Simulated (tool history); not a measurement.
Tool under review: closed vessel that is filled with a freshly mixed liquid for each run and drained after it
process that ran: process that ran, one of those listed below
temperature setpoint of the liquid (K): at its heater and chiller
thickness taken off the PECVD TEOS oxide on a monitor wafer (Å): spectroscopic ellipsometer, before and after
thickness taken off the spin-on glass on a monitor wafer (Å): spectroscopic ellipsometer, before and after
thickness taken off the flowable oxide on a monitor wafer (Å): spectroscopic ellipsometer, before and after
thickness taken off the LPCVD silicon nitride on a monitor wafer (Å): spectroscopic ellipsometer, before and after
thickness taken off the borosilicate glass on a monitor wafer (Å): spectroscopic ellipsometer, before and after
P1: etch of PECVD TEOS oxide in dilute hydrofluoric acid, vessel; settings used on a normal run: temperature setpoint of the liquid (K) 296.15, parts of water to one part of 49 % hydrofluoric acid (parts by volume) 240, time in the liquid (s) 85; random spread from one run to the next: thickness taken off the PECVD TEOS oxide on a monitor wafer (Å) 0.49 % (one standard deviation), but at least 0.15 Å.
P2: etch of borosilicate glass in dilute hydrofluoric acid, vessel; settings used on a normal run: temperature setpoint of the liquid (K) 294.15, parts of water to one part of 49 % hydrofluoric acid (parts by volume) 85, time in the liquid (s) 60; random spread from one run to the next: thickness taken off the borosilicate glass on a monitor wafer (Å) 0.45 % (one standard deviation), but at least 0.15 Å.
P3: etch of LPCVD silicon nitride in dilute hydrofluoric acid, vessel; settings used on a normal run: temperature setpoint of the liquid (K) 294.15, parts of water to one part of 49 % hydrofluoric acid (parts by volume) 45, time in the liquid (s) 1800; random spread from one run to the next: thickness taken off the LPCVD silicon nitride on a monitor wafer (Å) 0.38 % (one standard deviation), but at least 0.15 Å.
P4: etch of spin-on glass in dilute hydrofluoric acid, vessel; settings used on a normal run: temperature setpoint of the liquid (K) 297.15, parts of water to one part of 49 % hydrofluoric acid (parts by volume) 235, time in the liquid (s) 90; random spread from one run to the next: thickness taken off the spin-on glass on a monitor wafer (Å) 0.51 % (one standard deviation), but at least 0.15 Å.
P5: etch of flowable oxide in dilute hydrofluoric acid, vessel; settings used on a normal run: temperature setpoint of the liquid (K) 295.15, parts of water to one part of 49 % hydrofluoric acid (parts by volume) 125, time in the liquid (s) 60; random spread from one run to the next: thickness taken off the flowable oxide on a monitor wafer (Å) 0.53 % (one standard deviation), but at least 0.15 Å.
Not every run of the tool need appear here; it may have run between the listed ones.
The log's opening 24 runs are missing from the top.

| run | hour | process that ran | temperature setpoint of the liquid (K) | parts of water to one part of 49 % hydrofluoric acid (parts by volume) | time in the liquid (s) | hours since the thermometer was replaced | hours since the hydrofluoric acid flow meter was replaced | thickness taken off the PECVD TEOS oxide on a monitor wafer (Å) | thickness taken off the spin-on glass on a monitor wafer (Å) | thickness taken off the flowable oxide on a monitor wafer (Å) | thickness taken off the LPCVD silicon nitride on a monitor wafer (Å) | thickness taken off the borosilicate glass on a monitor wafer (Å) |
|---|---|---|---|---|---|---|---|---|---|---|---|---|
| 25 | 334.4 | P5 | 302.15 | 125 | 60 | 1113.8 | 201.6 |  |  | 314.21 |  |  |
| 26 | 348.7 | P3 | 294.15 | 75 | 1800 | 1128.1 | 215.9 |  |  |  | 94.826 |  |
| 27 | 360.2 | P1 | 290.15 | 80 | 85 | 1139.6 | 227.4 | 183.84 |  |  |  |  |
| 28 | 371.1 | P3 | 294.15 | 45 | 1800 | 1150.5 | 238.3 |  |  |  | 154.03 |  |
| 29 | 388.7 | P3 | 302.65 | 45 | 1800 | 1168.1 | 255.9 |  |  |  | 272.85 |  |
| 30 | 406.9 | P3 | 294.15 | 45 | 330 | 1186.3 | 274.1 |  |  |  | 28.717 |  |
| 31 | 421.8 | P2 | 294.15 | 150 | 60 | 1201.2 | 289 |  |  |  |  | 78.069 |
| 32 | 434.1 | P1 | 296.15 | 390 | 155 | 1213.5 | 301.3 | 64.275 |  |  |  |  |
| 33 | 452.5 | P1 | 296.15 | 240 | 85 | 1231.9 | 319.7 | 65.094 |  |  |  |  |
| 34 | 467.4 | P1 | 296.15 | 240 | 85 | 1246.8 | 334.6 | 65.242 |  |  |  |  |
| 35 | 482.4 | P1 | 296.15 | 240 | 85 | 1261.8 | 349.6 | 66.879 |  |  |  |  |
| 36 | 497.2 | P1 | 296.15 | 240 | 85 | 1276.6 | 364.4 | 68.158 |  |  |  |  |

The next listed run, before its measurement:
| 37 | 515.4 | P1 | 296.15 | 240 | 85 | 1294.8 | 382.6 | ? |  |  |  |  |

Run 37 produced thickness taken off the PECVD TEOS oxide on a monitor wafer (Å) 69.841.

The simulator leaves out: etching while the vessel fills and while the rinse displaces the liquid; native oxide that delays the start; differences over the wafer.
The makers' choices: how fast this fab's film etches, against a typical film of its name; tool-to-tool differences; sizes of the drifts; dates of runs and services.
